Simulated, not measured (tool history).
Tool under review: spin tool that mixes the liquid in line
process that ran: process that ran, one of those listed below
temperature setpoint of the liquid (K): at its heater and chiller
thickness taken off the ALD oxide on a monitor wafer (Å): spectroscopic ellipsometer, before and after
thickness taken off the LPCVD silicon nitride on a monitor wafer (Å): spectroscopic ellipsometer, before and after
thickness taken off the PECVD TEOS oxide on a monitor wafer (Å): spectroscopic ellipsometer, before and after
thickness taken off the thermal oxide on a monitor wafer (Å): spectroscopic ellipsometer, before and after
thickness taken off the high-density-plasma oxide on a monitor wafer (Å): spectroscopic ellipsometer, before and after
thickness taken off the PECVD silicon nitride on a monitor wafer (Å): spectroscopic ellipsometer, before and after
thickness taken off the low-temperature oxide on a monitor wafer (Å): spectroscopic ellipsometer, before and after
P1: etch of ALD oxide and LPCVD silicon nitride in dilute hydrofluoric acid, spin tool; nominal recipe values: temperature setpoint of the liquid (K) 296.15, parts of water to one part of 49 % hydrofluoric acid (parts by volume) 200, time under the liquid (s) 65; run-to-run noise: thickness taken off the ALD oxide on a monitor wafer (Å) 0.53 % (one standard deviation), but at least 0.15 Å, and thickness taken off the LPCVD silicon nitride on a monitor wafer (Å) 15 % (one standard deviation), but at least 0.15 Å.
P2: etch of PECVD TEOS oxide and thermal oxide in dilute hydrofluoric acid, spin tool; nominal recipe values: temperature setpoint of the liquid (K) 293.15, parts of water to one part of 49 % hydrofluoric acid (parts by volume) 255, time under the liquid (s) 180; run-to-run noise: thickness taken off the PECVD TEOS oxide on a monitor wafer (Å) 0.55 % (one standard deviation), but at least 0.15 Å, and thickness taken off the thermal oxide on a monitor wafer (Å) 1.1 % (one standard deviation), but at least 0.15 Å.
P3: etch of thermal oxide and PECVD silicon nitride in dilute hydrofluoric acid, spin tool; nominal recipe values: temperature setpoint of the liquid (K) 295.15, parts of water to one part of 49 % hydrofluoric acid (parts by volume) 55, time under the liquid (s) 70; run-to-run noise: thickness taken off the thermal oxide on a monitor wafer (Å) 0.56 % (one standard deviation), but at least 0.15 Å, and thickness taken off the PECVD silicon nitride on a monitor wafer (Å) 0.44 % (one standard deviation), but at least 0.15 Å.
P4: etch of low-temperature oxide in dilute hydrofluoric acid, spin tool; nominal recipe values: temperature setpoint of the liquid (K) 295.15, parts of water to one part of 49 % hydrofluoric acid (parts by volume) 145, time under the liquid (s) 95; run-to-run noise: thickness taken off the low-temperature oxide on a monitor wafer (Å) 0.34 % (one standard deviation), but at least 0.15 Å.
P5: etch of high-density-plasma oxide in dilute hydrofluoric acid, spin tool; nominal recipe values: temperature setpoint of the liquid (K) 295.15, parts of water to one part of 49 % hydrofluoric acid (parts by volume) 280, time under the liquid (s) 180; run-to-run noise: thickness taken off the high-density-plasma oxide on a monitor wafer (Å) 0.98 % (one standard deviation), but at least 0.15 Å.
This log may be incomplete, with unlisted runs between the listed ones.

| run | hour | process that ran | temperature setpoint of the liquid (K) | parts of water to one part of 49 % hydrofluoric acid (parts by volume) | time under the liquid (s) | hours since the thermometer was replaced | hours since the hydrofluoric acid flow meter was replaced | thickness taken off the ALD oxide on a monitor wafer (Å) | thickness taken off the LPCVD silicon nitride on a monitor wafer (Å) | thickness taken off the PECVD TEOS oxide on a monitor wafer (Å) | thickness taken off the thermal oxide on a monitor wafer (Å) | thickness taken off the high-density-plasma oxide on a monitor wafer (Å) | thickness taken off the PECVD silicon nitride on a monitor wafer (Å) | thickness taken off the low-temperature oxide on a monitor wafer (Å) |
|---|---|---|---|---|---|---|---|---|---|---|---|---|---|---|
| 1 | 12.7 | P1 | 296.15 | 200 | 65 | 1402.0 | 788.6 | 93.109 | 1.40440 |  |  |  |  |  |
| 2 | 26.4 | P2 | 301.15 | 255 | 180 | 1415.7 | 802.3 |  |  | 194.320 | 33.077 |  |  |  |
| 3 | 38.1 | P1 | 296.15 | 200 | 100 | 1427.4 | 814.0 | 144.000 | 2.26180 |  |  |  |  |  |
| 4 | 48.6 | P5 | 290.15 | 280 | 180 | 1437.9 | 824.5 |  |  |  |  | 20.147 |  |  |
| 5 | 58.1 | P5 | 295.15 | 280 | 290 | 1447.4 | 834.0 |  |  |  |  | 39.064 |  |  |
| 6 | 72.4 | P3 | 295.15 | 55 | 70 | 1461.7 | 848.3 |  |  |  | 54.824 |  | 45.198 |  |
| 7 | 85.5 | P4 | 302.65 | 145 | 95 | 1474.8 | 861.4 |  |  |  |  |  |  | 269.34 |
| 8 | 92.9 | P4 | 295.15 | 145 | 95 | 1482.2 | 868.8 |  |  |  |  |  |  | 202.11 |
| 9 | 104.4 | P1 | 296.15 | 200 | 65 | 1493.7 | 880.3 | 93.497 | 1.18080 |  |  |  |  |  |
| 10 | 112.6 | P1 | 296.15 | 200 | 65 | 1501.9 | 888.5 | 93.880 | 1.33340 |  |  |  |  |  |
| 11 | 125.6 | P4 | 295.15 | 145 | 95 | 1514.9 | 901.5 |  |  |  |  |  |  | 202.54 |
| 12 | 138.1 | P1 | 296.15 | 200 | 65 | 1527.4 | 914.0 | 92.873 | 1.93910 |  |  |  |  |  |
| 13 | 151.6 | P1 | 290.65 | 200 | 65 | 1540.9 | 927.5 | 75.092 | 1.45130 |  |  |  |  |  |
| 14 | 162.6 | P5 | 295.15 | 280 | 180 | 1551.9 | 938.5 |  |  |  |  | 24.350 |  |  |
| 15 | 171.5 | P5 | 295.15 | 400 | 180 | 1560.8 | 947.4 |  |  |  |  | 15.682 |  |  |
| 16 | 179.4 | P1 | 296.15 | 200 | 65 | 1568.7 | 955.3 | 93.165 | 1.89010 |  |  |  |  |  |
| 17 | 185.6 | P1 | 300.15 | 200 | 65 | 1574.9 | 961.5 | 107.470 | 2.25260 |  |  |  |  |  |
| 18 | 200.1 | P1 | 303.65 | 70 | 65 | 1589.4 | 976.0 | 414.070 | 8.48660 |  |  |  |  |  |
| 19 | 209.4 | P1 | 296.15 | 345 | 65 | 1598.7 | 985.3 | 46.763 | 0.84434 |  |  |  |  |  |
|  | 210.5 | hydrofluoric acid flow meter replaced |
| 20 | 223.3 | P3 | 295.15 | 30 | 70 | 1612.6 | 12.9 |  |  |  | 103.610 |  | 82.096 |  |
| 21 | 236.7 | P1 | 296.15 | 110 | 30 | 1626.0 | 26.3 | 85.702 | 1.59340 |  |  |  |  |  |
| 22 | 251.0 | P1 | 296.15 | 200 | 65 | 1640.3 | 40.6 | 92.627 | 1.49650 |  |  |  |  |  |
| 23 | 259.9 | P3 | 290.15 | 55 | 70 | 1649.2 | 49.5 |  |  |  | 43.980 |  | 32.065 |  |
| 24 | 271.3 | P2 | 293.15 | 255 | 15 | 1660.6 | 60.9 |  |  | 12.144 | 1.948 |  |  |  |

Predict the results of run 25:
| 25 | 283.0 | P2 | 293.15 | 255 | 180 | 1672.3 | 72.6 |  |  | ? | ? |  |  |  |

thickness taken off the PECVD TEOS oxide on a monitor wafer (Å): 145.130
thickness taken off the thermal oxide on a monitor wafer (Å): 23.815
